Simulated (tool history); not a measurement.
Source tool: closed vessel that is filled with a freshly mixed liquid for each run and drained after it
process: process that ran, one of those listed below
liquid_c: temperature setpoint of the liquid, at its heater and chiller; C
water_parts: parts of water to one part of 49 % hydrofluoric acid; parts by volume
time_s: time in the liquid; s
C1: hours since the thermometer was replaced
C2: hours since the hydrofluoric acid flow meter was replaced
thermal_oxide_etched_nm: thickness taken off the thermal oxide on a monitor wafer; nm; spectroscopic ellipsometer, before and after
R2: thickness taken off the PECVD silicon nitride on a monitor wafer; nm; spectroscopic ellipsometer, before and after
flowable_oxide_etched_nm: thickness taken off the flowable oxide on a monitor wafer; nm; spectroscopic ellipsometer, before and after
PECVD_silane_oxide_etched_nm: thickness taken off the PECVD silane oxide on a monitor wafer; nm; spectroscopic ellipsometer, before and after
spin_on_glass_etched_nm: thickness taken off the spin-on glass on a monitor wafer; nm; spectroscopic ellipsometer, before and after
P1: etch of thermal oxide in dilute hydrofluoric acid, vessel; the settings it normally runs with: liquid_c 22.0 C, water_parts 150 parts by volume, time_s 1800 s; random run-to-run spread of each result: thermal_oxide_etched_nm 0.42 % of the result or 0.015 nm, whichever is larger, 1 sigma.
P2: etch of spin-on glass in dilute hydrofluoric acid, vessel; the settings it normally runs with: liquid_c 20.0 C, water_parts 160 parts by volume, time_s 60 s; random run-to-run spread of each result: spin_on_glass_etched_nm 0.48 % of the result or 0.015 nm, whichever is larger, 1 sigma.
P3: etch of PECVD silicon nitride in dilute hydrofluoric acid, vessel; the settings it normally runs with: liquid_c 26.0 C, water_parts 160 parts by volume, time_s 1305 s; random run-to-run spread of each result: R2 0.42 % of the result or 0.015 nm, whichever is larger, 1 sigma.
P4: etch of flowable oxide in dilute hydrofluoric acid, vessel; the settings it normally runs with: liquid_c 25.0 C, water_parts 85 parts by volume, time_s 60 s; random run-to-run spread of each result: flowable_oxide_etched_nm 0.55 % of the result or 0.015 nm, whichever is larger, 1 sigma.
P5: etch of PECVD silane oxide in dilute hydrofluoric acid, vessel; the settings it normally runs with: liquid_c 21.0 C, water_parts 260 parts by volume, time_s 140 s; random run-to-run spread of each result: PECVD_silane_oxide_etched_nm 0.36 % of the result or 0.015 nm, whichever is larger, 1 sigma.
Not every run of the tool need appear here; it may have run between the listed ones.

{"run": 1, "hour": 3.2, "process": "P1", "liquid_c": 22.0, "water_parts": 150, "time_s": 1800, "C1": 775.3, "C2": 338.5, "thermal_oxide_etched_nm": 49.845}
{"run": 2, "hour": 7.3, "process": "P1", "liquid_c": 22.0, "water_parts": 150, "time_s": 1800, "C1": 779.4, "C2": 342.6, "thermal_oxide_etched_nm": 49.936}
{"run": 3, "hour": 12.9, "process": "P1", "liquid_c": 22.0, "water_parts": 80, "time_s": 1055, "C1": 785.0, "C2": 348.2, "thermal_oxide_etched_nm": 59.189}
{"run": 4, "hour": 15.7, "process": "P3", "liquid_c": 26.0, "water_parts": 95, "time_s": 1305, "C1": 787.8, "C2": 351.0, "R2": 39.314}
{"run": 5, "hour": 21.3, "process": "P4", "liquid_c": 25.0, "water_parts": 85, "time_s": 60, "C1": 793.4, "C2": 356.6, "flowable_oxide_etched_nm": 29.591}
{"run": 6, "hour": 26.3, "process": "P1", "liquid_c": 22.0, "water_parts": 220, "time_s": 1800, "C1": 798.4, "C2": 361.6, "thermal_oxide_etched_nm": 31.658}
{"run": 7, "hour": 30.6, "process": "P1", "liquid_c": 22.0, "water_parts": 150, "time_s": 340, "C1": 802.7, "C2": 365.9, "thermal_oxide_etched_nm": 9.2831}
{"run": 8, "hour": 35.6, "process": "P3", "liquid_c": 19.0, "water_parts": 160, "time_s": 1305, "C1": 807.7, "C2": 370.9, "R2": 14.895}
{"run": 9, "hour": 38.1, "process": "P5", "liquid_c": 28.5, "water_parts": 260, "time_s": 140, "C1": 810.2, "C2": 373.4, "PECVD_silane_oxide_etched_nm": 12.299}
{"run": 10, "hour": 41.3, "process": "P1", "liquid_c": 22.0, "water_parts": 150, "time_s": 2965, "C1": 813.4, "C2": 376.6, "thermal_oxide_etched_nm": 81.118}
{"run": 11, "hour": 43.8, "process": "P2", "liquid_c": 20.0, "water_parts": 40, "time_s": 60, "C1": 815.9, "C2": 379.1, "spin_on_glass_etched_nm": 76.64}
{"run": 12, "hour": 49.0, "process": "P1", "liquid_c": 22.0, "water_parts": 40, "time_s": 1800, "C1": 821.1, "C2": 384.3, "thermal_oxide_etched_nm": 211.91}
{"run": 13, "hour": 52.3, "process": "P4", "liquid_c": 25.0, "water_parts": 50, "time_s": 60, "C1": 824.4, "C2": 387.6, "flowable_oxide_etched_nm": 52.445}
{"run": 14, "hour": 56.9, "process": "P5", "liquid_c": 21.0, "water_parts": 260, "time_s": 140, "C1": 829.0, "C2": 392.2, "PECVD_silane_oxide_etched_nm": 9.4741}
{"run": 15, "hour": 59.7, "process": "P1", "liquid_c": 17.0, "water_parts": 150, "time_s": 1800, "C1": 831.8, "C2": 395.0, "thermal_oxide_etched_nm": 40.477}
{"run": 16, "hour": 65.0, "process": "P1", "liquid_c": 22.0, "water_parts": 150, "time_s": 1800, "C1": 837.1, "C2": 400.3, "thermal_oxide_etched_nm": 49.868}
{"run": 17, "hour": 70.2, "process": "P4", "liquid_c": 32.0, "water_parts": 85, "time_s": 60, "C1": 842.3, "C2": 405.5, "flowable_oxide_etched_nm": 38.094}
{"run": 18, "hour": 75.0, "process": "P2", "liquid_c": 20.0, "water_parts": 160, "time_s": 60, "C1": 847.1, "C2": 410.3, "spin_on_glass_etched_nm": 16.577}
{"run": 19, "hour": 80.6, "process": "P4", "liquid_c": 25.0, "water_parts": 85, "time_s": 90, "C1": 852.7, "C2": 415.9, "flowable_oxide_etched_nm": 44.139}
{"run": 20, "hour": 85.3, "process": "P4", "liquid_c": 25.0, "water_parts": 85, "time_s": 60, "C1": 857.4, "C2": 420.6, "flowable_oxide_etched_nm": 29.516}
{"run": 21, "hour": 90.7, "process": "P1", "liquid_c": 22.0, "water_parts": 150, "time_s": 1800, "C1": 862.8, "C2": 426.0, "thermal_oxide_etched_nm": 49.688}
{"run": 22, "hour": 95.9, "process": "P1", "liquid_c": 30.0, "water_parts": 150, "time_s": 1800, "C1": 868.0, "C2": 431.2, "thermal_oxide_etched_nm": 66.942}
{"run": 23, "hour": 99.9, "process": "P3", "liquid_c": 26.0, "water_parts": 160, "time_s": 1305, "C1": 872.0, "C2": 435.2, "R2": 23.409}
{"run": 24, "hour": 105.4, "process": "P3", "liquid_c": 26.0, "water_parts": 160, "time_s": 2175, "C1": 877.5, "C2": 440.7, "R2": 39.185}
{"run": 25, "hour": 109.5, "process": "P2", "liquid_c": 20.0, "water_parts": 160, "time_s": 35, "C1": 881.6, "C2": 444.8, "spin_on_glass_etched_nm": 9.7954}
{"run": 26, "hour": 113.8, "process": "P2", "liquid_c": 17.0, "water_parts": 160, "time_s": 60, "C1": 885.9, "C2": 449.1, "spin_on_glass_etched_nm": 14.839}
{"run": 27, "hour": 118.0, "process": "P5", "liquid_c": 21.0, "water_parts": 260, "time_s": 220, "C1": 890.1, "C2": 453.3, "PECVD_silane_oxide_etched_nm": 14.739}
{"run": 28, "hour": 122.3, "process": "P2", "liquid_c": 20.0, "water_parts": 160, "time_s": 60, "C1": 894.4, "C2": 457.6, "spin_on_glass_etched_nm": 16.499}
{"run": 29, "hour": 125.2, "process": "P1", "liquid_c": 22.0, "water_parts": 150, "time_s": 1800, "C1": 897.3, "C2": 460.5, "thermal_oxide_etched_nm": 49.922}
{"run": 30, "hour": 128.6, "process": "P3", "liquid_c": 26.0, "water_parts": 160, "time_s": 1305, "C1": 900.7, "C2": 463.9, "R2": 23.442}
{"run": 31, "hour": 132.8, "process": "P5", "liquid_c": 21.0, "water_parts": 125, "time_s": 140, "C1": 904.9, "C2": 468.1, "PECVD_silane_oxide_etched_nm": 22.538}
{"run": 32, "hour": 136.7, "process": "P1", "liquid_c": 22.0, "water_parts": 150, "time_s": 1800, "C1": 908.8, "C2": 472.0, "thermal_oxide_etched_nm": 49.733}
{"run": 33, "hour": 140.1, "process": "P1", "liquid_c": 22.0, "water_parts": 150, "time_s": 1800, "C1": 912.2, "C2": 475.4, "thermal_oxide_etched_nm": 48.549}
{"run": 34, "hour": 144.3, "process": "P1", "liquid_c": 22.0, "water_parts": 150, "time_s": 1800, "C1": 916.4, "C2": 479.6, "thermal_oxide_etched_nm": 48.345}
{"run": 35, "hour": 150.0, "process": "P1", "liquid_c": 22.0, "water_parts": 150, "time_s": 1800, "C1": 922.1, "C2": 485.3, "thermal_oxide_etched_nm": 47.931}
{"run": 36, "hour": 153.6, "process": "P1", "liquid_c": 22.0, "water_parts": 150, "time_s": 1800, "C1": 925.7, "C2": 488.9, "thermal_oxide_etched_nm": 47.713}
{"run": 37, "hour": 156.8, "process": "P1", "liquid_c": 22.0, "water_parts": 150, "time_s": 1800, "C1": 928.9, "C2": 492.1, "thermal_oxide_etched_nm": 47.449}
{"run": 38, "hour": 159.6, "process": "P1", "liquid_c": 22.0, "water_parts": 150, "time_s": 1800, "C1": 931.7, "C2": 494.9, "thermal_oxide_etched_nm": 47.421}
{"run": 39, "hour": 165.4, "process": "P1", "liquid_c": 22.0, "water_parts": 150, "time_s": 1800, "C1": 937.5, "C2": 500.7, "thermal_oxide_etched_nm": 47.041}
{"run": 40, "hour": 170.6, "process": "P1", "liquid_c": 22.0, "water_parts": 150, "time_s": 1800, "C1": 942.7, "C2": 505.9, "thermal_oxide_etched_nm": 47.195}
{"run": 41, "hour": 174.4, "process": "P1", "liquid_c": 22.0, "water_parts": 150, "time_s": 1800, "C1": 946.5, "C2": 509.7, "thermal_oxide_etched_nm": 46.668}
{"run": 42, "hour": 179.6, "process": "P1", "liquid_c": 22.0, "water_parts": 150, "time_s": 1800, "C1": 951.7, "C2": 514.9, "thermal_oxide_etched_nm": 47.064}
{"run": 43, "hour": 184.3, "process": "P1", "liquid_c": 22.0, "water_parts": 150, "time_s": 1800, "C1": 956.4, "C2": 519.6, "thermal_oxide_etched_nm": 46.813}

The output of P1 has drifted from where it used to be. Each of the 2 causes below, taken at the size shown beside it, accounts for the log equally well:
A: liquid colder than its thermometer reads (K) = 1.54
B: hydrofluoric acid flow below the setpoint (%) = 5.02
Onset of the creep was near hour 136.7.

Question marks stand in for the results of the 4 check runs listed below, each run on one wafer. Under which run would the listed causes show clearly different results?
{"run": "check 1", "hour": 189.0, "process": "P2", "liquid_c": 20.0, "water_parts": 160, "time_s": 60, "spin_on_glass_etched_nm": "?"}
{"run": "check 2", "hour": 189.0, "process": "P5", "liquid_c": 21.0, "water_parts": 260, "time_s": 140, "PECVD_silane_oxide_etched_nm": "?"}
{"run": "check 3", "hour": 189.0, "process": "P3", "liquid_c": 26.0, "water_parts": 160, "time_s": 1305, "R2": "?"}
{"run": "check 4", "hour": 189.0, "process": "P4", "liquid_c": 25.0, "water_parts": 85, "time_s": 60, "flowable_oxide_etched_nm": "?"}

Expected result of each check under each candidate cause:
check=check_1 result=spin_on_glass_etched_nm if_A=15.7290 if_B=15.7480
check=check_2 result=PECVD_silane_oxide_etched_nm if_A=8.9111 if_B=8.8481
check=check_3 result=R2 if_A=21.272 if_B=22.283
check=check_4 result=flowable_oxide_etched_nm if_A=27.650 if_B=27.770
Smallest distance between any two causes, each pair judged by its most separating result, in per cent: check 1 0.12 %; check 2 0.71 %; check 3 4.64 %; check 4 0.43 %
Check 3 tells the causes apart: in the others they would give nearly the same result.

Check 3 was carried out, with these results: R2 22.220 nm. Which of the listed causes is responsible?

Of the candidate causes, it is B: hydrofluoric acid flow below the setpoint (%).

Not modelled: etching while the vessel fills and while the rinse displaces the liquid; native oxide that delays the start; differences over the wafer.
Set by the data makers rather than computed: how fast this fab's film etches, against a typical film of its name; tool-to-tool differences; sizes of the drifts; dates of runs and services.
